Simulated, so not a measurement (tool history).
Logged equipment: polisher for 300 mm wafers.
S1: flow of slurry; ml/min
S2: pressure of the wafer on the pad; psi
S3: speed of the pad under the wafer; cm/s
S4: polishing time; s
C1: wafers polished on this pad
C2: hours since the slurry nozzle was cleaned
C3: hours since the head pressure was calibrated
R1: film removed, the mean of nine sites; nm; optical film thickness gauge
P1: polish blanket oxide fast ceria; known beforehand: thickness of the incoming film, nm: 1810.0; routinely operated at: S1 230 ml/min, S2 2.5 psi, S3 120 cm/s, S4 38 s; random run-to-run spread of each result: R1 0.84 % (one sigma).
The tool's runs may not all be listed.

Run 1, hour 16.4: S1 230 ml/min, S2 2.5 psi, S3 120 cm/s, S4 38 s; C1 313; C2 207.4; C3 293. Result: R1 593.27 nm.
Run 2, hour 24.4: S1 140 ml/min, S2 2.5 psi, S3 120 cm/s, S4 38 s; C1 390; C2 215.4; C3 301. Result: R1 545.95 nm.
Run 3, hour 37.3: S1 230 ml/min, S2 2.5 psi, S3 54 cm/s, S4 38 s; C1 515; C2 228.3; C3 313.9. Result: R1 265.6 nm.
Run 4, hour 47.6: S1 230 ml/min, S2 2.5 psi, S3 120 cm/s, S4 38 s; C1 614; C2 238.6; C3 324.2. Result: R1 597.31 nm.
Run 5, hour 58.2: S1 230 ml/min, S2 2.5 psi, S3 120 cm/s, S4 38 s; C1 717; C2 249.2; C3 334.8. Result: R1 592.11 nm.
Run 6, hour 68.4: S1 230 ml/min, S2 2.5 psi, S3 120 cm/s, S4 38 s; C1 815; C2 259.4; C3 345. Result: R1 593.97 nm.
Run 7, hour 78.3: S1 230 ml/min, S2 3.9 psi, S3 120 cm/s, S4 38 s; C1 911; C2 269.3; C3 354.9. Result: R1 908.61 nm.
Run 8, hour 93.6: S1 230 ml/min, S2 1.2 psi, S3 120 cm/s, S4 38 s; C1 1059; C2 284.6; C3 370.2. Result: R1 281.46 nm.
Run 9, hour 107.4: S1 230 ml/min, S2 2.5 psi, S3 120 cm/s, S4 53 s; C1 1192; C2 298.4; C3 384. Result: R1 813.05 nm.
Run 10, hour 123.6: S1 230 ml/min, S2 2.5 psi, S3 120 cm/s, S4 38 s; C1 1348; C2 314.6; C3 400.2. Result: R1 588.8 nm.
Run 11, hour 140.9: S1 325 ml/min, S2 2.5 psi, S3 120 cm/s, S4 38 s; C1 1515; C2 331.9; C3 417.5. Result: R1 609.13 nm.
Run 12, hour 155.2: S1 230 ml/min, S2 2.5 psi, S3 120 cm/s, S4 17 s; C1 1653; C2 346.2; C3 431.8. Result: R1 266.37 nm.
Run 13, hour 165.8: S1 305 ml/min, S2 3.4 psi, S3 120 cm/s, S4 38 s; C1 1756; C2 356.8; C3 442.4. Result: R1 830.95 nm.
Run 14, hour 179.7: S1 230 ml/min, S2 2.5 psi, S3 188 cm/s, S4 38 s; C1 1890; C2 370.7; C3 456.3. Result: R1 927.57 nm.
Run 15, hour 188.7: S1 230 ml/min, S2 2.5 psi, S3 120 cm/s, S4 38 s; C1 1977; C2 379.7; C3 465.3. Result: R1 587.42 nm.
Run 16, hour 198: S1 230 ml/min, S2 2.5 psi, S3 120 cm/s, S4 38 s; C1 2067; C2 389; C3 474.6. Result: R1 586.49 nm.
Run 17, hour 210.8: S1 230 ml/min, S2 2.5 psi, S3 120 cm/s, S4 38 s; C1 2190; C2 401.8; C3 487.4. Result: R1 587.37 nm.
Run 18, hour 219.5: S1 230 ml/min, S2 2.5 psi, S3 120 cm/s, S4 38 s; C1 2274; C2 410.5; C3 496.1. Result: R1 568.86 nm.
Run 19, hour 228.7: S1 230 ml/min, S2 2.5 psi, S3 120 cm/s, S4 38 s; C1 2363; C2 419.7; C3 505.3. Result: R1 570.85 nm.
Run 20, hour 237.7: S1 230 ml/min, S2 2.5 psi, S3 120 cm/s, S4 38 s; C1 2450; C2 428.7; C3 514.3. Result: R1 567.99 nm.
Run 21, hour 248.7: S1 230 ml/min, S2 2.5 psi, S3 120 cm/s, S4 38 s; C1 2556; C2 439.7; C3 525.3. Result: R1 564.72 nm.

Forecast run 22:
Run 22, hour 260.4: S1 230 ml/min, S2 2.5 psi, S3 120 cm/s, S4 38 s; C1 2669; C2 451.4; C3 537. Result: R1 ?.

R1: 564.42 nm
